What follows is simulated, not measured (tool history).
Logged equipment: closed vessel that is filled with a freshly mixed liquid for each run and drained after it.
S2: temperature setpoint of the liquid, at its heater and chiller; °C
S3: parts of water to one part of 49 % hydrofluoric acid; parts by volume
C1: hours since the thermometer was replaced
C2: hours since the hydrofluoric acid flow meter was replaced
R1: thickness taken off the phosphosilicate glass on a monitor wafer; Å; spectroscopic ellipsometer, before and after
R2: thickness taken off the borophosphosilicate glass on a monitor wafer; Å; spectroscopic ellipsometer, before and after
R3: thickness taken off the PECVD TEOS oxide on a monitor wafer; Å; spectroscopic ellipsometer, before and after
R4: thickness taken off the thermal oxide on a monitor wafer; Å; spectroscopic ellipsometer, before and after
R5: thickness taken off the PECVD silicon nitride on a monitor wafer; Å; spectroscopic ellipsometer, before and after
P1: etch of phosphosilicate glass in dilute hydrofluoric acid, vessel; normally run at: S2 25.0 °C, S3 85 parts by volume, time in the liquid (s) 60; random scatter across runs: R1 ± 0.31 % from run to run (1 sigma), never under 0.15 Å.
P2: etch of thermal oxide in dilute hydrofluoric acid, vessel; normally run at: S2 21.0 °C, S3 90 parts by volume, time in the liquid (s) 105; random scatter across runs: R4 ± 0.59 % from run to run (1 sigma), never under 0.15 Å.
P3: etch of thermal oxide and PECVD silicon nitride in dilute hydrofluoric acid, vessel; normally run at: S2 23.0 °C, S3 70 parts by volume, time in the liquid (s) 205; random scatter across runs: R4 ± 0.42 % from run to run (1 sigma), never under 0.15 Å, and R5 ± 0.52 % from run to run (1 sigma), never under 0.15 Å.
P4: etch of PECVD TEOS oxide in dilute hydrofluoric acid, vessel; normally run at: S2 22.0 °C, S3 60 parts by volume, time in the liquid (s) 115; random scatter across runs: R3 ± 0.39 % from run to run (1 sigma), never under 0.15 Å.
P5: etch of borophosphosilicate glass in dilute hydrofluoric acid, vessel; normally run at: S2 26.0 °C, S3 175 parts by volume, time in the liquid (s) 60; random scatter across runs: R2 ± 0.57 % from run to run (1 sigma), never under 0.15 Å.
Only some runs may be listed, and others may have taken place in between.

Run 1, hour 9.4: process that ran P1, S2 25.0 °C, S3 85 parts by volume, time in the liquid (s) 60; C1 1006.1; C2 602.5. Result: R1 1532.10 Å.
Run 2, hour 17.1: process that ran P1, S2 25.0 °C, S3 85 parts by volume, time in the liquid (s) 60; C1 1013.8; C2 610.2. Result: R1 1541.40 Å.
Run 3, hour 26.7: process that ran P5, S2 26.0 °C, S3 95 parts by volume, time in the liquid (s) 60; C1 1023.4; C2 619.8. Result: R2 416.94 Å.
Run 4, hour 36.3: process that ran P4, S2 27.0 °C, S3 60 parts by volume, time in the liquid (s) 115; C1 1033.0; C2 629.4. Result: R3 323.35 Å.
Run 5, hour 46.2: process that ran P3, S2 17.0 °C, S3 70 parts by volume, time in the liquid (s) 205; C1 1042.9; C2 639.3. Result: R4 109.660 Å, R5 30.0210 Å.
Run 6, hour 56.8: process that ran P4, S2 22.0 °C, S3 60 parts by volume, time in the liquid (s) 205; C1 1053.5; C2 649.9. Result: R3 467.51 Å.
Run 7, hour 70.3: process that ran P1, S2 25.0 °C, S3 85 parts by volume, time in the liquid (s) 90; C1 1067.0; C2 663.4. Result: R1 2299.70 Å.
Run 8, hour 78.0: process that ran P2, S2 21.0 °C, S3 90 parts by volume, time in the liquid (s) 105; C1 1074.7; C2 671.1. Result: R4 46.763 Å.
Run 9, hour 89.3: process that ran P1, S2 19.5 °C, S3 85 parts by volume, time in the liquid (s) 60; C1 1086.0; C2 682.4. Result: R1 1228.80 Å.
Run 10, hour 101.6: process that ran P1, S2 25.0 °C, S3 85 parts by volume, time in the liquid (s) 30; C1 1098.3; C2 694.7. Result: R1 769.63 Å.
Run 11, hour 109.8: process that ran P3, S2 23.0 °C, S3 70 parts by volume, time in the liquid (s) 205; C1 1106.5; C2 702.9. Result: R4 139.250 Å, R5 45.8400 Å.
Run 12, hour 122.9: process that ran P1, S2 25.0 °C, S3 85 parts by volume, time in the liquid (s) 60; C1 1119.6; C2 716.0. Result: R1 1537.20 Å.
Run 13, hour 132.6: process that ran P2, S2 21.0 °C, S3 90 parts by volume, time in the liquid (s) 105; C1 1129.3; C2 725.7. Result: R4 46.926 Å.
Run 14, hour 143.0: process that ran P2, S2 21.0 °C, S3 90 parts by volume, time in the liquid (s) 170; C1 1139.7; C2 736.1. Result: R4 76.255 Å.
Run 15, hour 153.9: process that ran P4, S2 22.0 °C, S3 105 parts by volume, time in the liquid (s) 115; C1 1150.6; C2 747.0. Result: R3 142.21 Å.
Run 16, hour 167.1: process that ran P1, S2 25.0 °C, S3 145 parts by volume, time in the liquid (s) 60; C1 1163.8; C2 760.2. Result: R1 833.02 Å.
Run 17, hour 176.1: process that ran P3, S2 23.0 °C, S3 70 parts by volume, time in the liquid (s) 30; C1 1172.8; C2 769.2. Result: R4 20.403 Å, R5 6.6161 Å.
Run 18, hour 188.6: process that ran P1, S2 30.5 °C, S3 85 parts by volume, time in the liquid (s) 30; C1 1185.3; C2 781.7. Result: R1 946.52 Å.
Run 19, hour 200.1: process that ran P1, S2 25.0 °C, S3 85 parts by volume, time in the liquid (s) 60; C1 1196.8; C2 793.2. Result: R1 1537.90 Å.
Run 20, hour 208.6: process that ran P1, S2 25.0 °C, S3 45 parts by volume, time in the liquid (s) 60; C1 1205.3; C2 801.7. Result: R1 3050.70 Å.
Run 21, hour 221.0: process that ran P5, S2 31.5 °C, S3 175 parts by volume, time in the liquid (s) 60; C1 1217.7; C2 814.1. Result: R2 254.13 Å.
At hour 233.1: thermometer replaced.
Run 22, hour 233.5: process that ran P2, S2 21.0 °C, S3 25 parts by volume, time in the liquid (s) 105; C1 0.4; C2 826.6. Result: R4 183.130 Å.
Run 23, hour 246.0: process that ran P5, S2 26.0 °C, S3 175 parts by volume, time in the liquid (s) 95; C1 12.9; C2 839.1. Result: R2 327.56 Å.
Run 24, hour 257.4: process that ran P5, S2 26.0 °C, S3 175 parts by volume, time in the liquid (s) 60; C1 24.3; C2 850.5. Result: R2 205.34 Å.
Run 25, hour 266.5: process that ran P3, S2 23.0 °C, S3 110 parts by volume, time in the liquid (s) 205; C1 33.4; C2 859.6. Result: R4 84.130 Å, R5 28.8920 Å.
Run 26, hour 273.9: process that ran P4, S2 22.0 °C, S3 60 parts by volume, time in the liquid (s) 115; C1 40.8; C2 867.0. Result: R3 263.45 Å.
Run 27, hour 287.7: process that ran P1, S2 25.0 °C, S3 85 parts by volume, time in the liquid (s) 60; C1 54.6; C2 880.8. Result: R1 1533.00 Å.
Run 28, hour 294.1: process that ran P2, S2 26.0 °C, S3 90 parts by volume, time in the liquid (s) 105; C1 61.0; C2 887.2. Result: R4 57.533 Å.
Run 29, hour 307.7: process that ran P1, S2 29.5 °C, S3 85 parts by volume, time in the liquid (s) 60; C1 74.6; C2 900.8. Result: R1 1815.70 Å.
Run 30, hour 315.2: process that ran P1, S2 25.0 °C, S3 85 parts by volume, time in the liquid (s) 60; C1 82.1; C2 908.3. Result: R1 1535.70 Å.
Run 31, hour 326.4: process that ran P1, S2 25.0 °C, S3 85 parts by volume, time in the liquid (s) 60; C1 93.3; C2 919.5. Result: R1 1581.60 Å.
Run 32, hour 334.8: process that ran P1, S2 25.0 °C, S3 85 parts by volume, time in the liquid (s) 60; C1 101.7; C2 927.9. Result: R1 1607.80 Å.
Run 33, hour 346.5: process that ran P1, S2 25.0 °C, S3 85 parts by volume, time in the liquid (s) 60; C1 113.4; C2 939.6. Result: R1 1627.80 Å.
Run 34, hour 360.4: process that ran P1, S2 25.0 °C, S3 85 parts by volume, time in the liquid (s) 60; C1 127.3; C2 953.5. Result: R1 1653.40 Å.
Run 35, hour 367.2: process that ran P1, S2 25.0 °C, S3 85 parts by volume, time in the liquid (s) 60; C1 134.1; C2 960.3. Result: R1 1653.10 Å.
Run 36, hour 378.8: process that ran P1, S2 25.0 °C, S3 85 parts by volume, time in the liquid (s) 60; C1 145.7; C2 971.9. Result: R1 1647.80 Å.

Forecast run 37:
Run 37, hour 391.8: process that ran P1, S2 25.0 °C, S3 85 parts by volume, time in the liquid (s) 60; C1 158.7; C2 984.9. Result: R1 ?.

{"run 37": {"R1": 1655.1}}

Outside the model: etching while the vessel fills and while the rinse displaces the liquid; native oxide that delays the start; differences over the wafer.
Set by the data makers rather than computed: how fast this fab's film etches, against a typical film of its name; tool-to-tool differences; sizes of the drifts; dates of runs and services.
